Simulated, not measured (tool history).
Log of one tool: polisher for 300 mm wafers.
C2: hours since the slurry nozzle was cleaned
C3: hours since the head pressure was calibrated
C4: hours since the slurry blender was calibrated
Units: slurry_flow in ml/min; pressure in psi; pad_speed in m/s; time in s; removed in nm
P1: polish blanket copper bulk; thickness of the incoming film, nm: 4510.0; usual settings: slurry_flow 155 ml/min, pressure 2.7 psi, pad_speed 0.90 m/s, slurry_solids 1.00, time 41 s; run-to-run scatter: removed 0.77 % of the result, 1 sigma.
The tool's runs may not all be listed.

run 1 day=0.200 | slurry_flow=155 pressure=2.7 pad_speed=0.90 slurry_solids=1.00 time=41 | wafers_polished_on_this_pad=362 C2=324.4 C3=252.9 C4=184.2 | removed=280.650
run 2 day=0.483 | slurry_flow=95 pressure=2.7 pad_speed=0.90 slurry_solids=1.00 time=41 | wafers_polished_on_this_pad=454 C2=331.2 C3=259.7 C4=191.0 | removed=249.460
run 3 day=0.625 | slurry_flow=155 pressure=2.7 pad_speed=0.90 slurry_solids=1.00 time=27 | wafers_polished_on_this_pad=501 C2=334.6 C3=263.1 C4=194.4 | removed=178.570
run 4 day=0.892 | slurry_flow=230 pressure=2.7 pad_speed=0.90 slurry_solids=1.00 time=41 | wafers_polished_on_this_pad=588 C2=341.0 C3=269.5 C4=200.8 | removed=291.460
run 5 day=1.129 | slurry_flow=155 pressure=2.7 pad_speed=0.90 slurry_solids=1.35 time=41 | wafers_polished_on_this_pad=665 C2=346.7 C3=275.2 C4=206.5 | removed=292.850
run 6 day=1.412 | slurry_flow=155 pressure=2.7 pad_speed=0.90 slurry_solids=0.75 time=41 | wafers_polished_on_this_pad=757 C2=353.5 C3=282.0 C4=213.3 | removed=257.100
run 7 day=1.642 | slurry_flow=155 pressure=2.7 pad_speed=0.90 slurry_solids=1.00 time=63 | wafers_polished_on_this_pad=832 C2=359.0 C3=287.5 C4=218.8 | removed=422.570
run 8 day=1.850 | slurry_flow=155 pressure=4.0 pad_speed=0.90 slurry_solids=1.00 time=41 | wafers_polished_on_this_pad=900 C2=364.0 C3=292.5 C4=223.8 | removed=411.150
run 9 day=2.058 | slurry_flow=155 pressure=1.4 pad_speed=0.90 slurry_solids=1.00 time=41 | wafers_polished_on_this_pad=968 C2=369.0 C3=297.5 C4=228.8 | removed=142.200
run 10 day=2.317 | slurry_flow=155 pressure=2.7 pad_speed=0.90 slurry_solids=1.00 time=41 | wafers_polished_on_this_pad=1052 C2=375.2 C3=303.7 C4=235.0 | removed=276.590
run 11 day=2.567 | slurry_flow=155 pressure=2.7 pad_speed=0.90 slurry_solids=1.00 time=41 | wafers_polished_on_this_pad=1133 C2=381.2 C3=309.7 C4=241.0 | removed=276.920
run 12 day=2.783 | slurry_flow=155 pressure=2.7 pad_speed=1.20 slurry_solids=1.00 time=41 | wafers_polished_on_this_pad=1204 C2=386.4 C3=314.9 C4=246.2 | removed=368.530
run 13 day=3.008 | slurry_flow=155 pressure=2.7 pad_speed=0.90 slurry_solids=1.00 time=41 | wafers_polished_on_this_pad=1277 C2=391.8 C3=320.3 C4=251.6 | removed=276.690
run 14 day=3.146 | slurry_flow=155 pressure=2.7 pad_speed=0.90 slurry_solids=1.00 time=41 | wafers_polished_on_this_pad=1322 C2=395.1 C3=323.6 C4=254.9 | removed=273.760
run 15 day=3.383 | slurry_flow=155 pressure=2.7 pad_speed=0.62 slurry_solids=1.00 time=41 | wafers_polished_on_this_pad=1399 C2=400.8 C3=329.3 C4=260.6 | removed=191.540
-- day=3.508 slurry blender recalibrated
run 16 day=3.596 | slurry_flow=155 pressure=2.7 pad_speed=0.90 slurry_solids=1.00 time=41 | wafers_polished_on_this_pad=1469 C2=405.9 C3=334.4 C4=2.1 | removed=272.800
run 17 day=3.746 | slurry_flow=155 pressure=2.7 pad_speed=0.42 slurry_solids=1.00 time=30 | wafers_polished_on_this_pad=1518 C2=409.5 C3=338.0 C4=5.7 | removed=94.167
run 18 day=3.962 | slurry_flow=155 pressure=2.7 pad_speed=0.90 slurry_solids=1.00 time=41 | wafers_polished_on_this_pad=1588 C2=414.7 C3=343.2 C4=10.9 | removed=274.550
run 19 day=4.129 | slurry_flow=155 pressure=2.7 pad_speed=0.90 slurry_solids=1.00 time=41 | wafers_polished_on_this_pad=1642 C2=418.7 C3=347.2 C4=14.9 | removed=272.350

Run 20 comes next. What will it give?
run 20 day=4.325 | slurry_flow=155 pressure=2.7 pad_speed=0.90 slurry_solids=1.00 time=41 | wafers_polished_on_this_pad=1706 C2=423.4 C3=351.9 C4=19.6 | removed=?

{"run 20": {"removed": 264.13}}
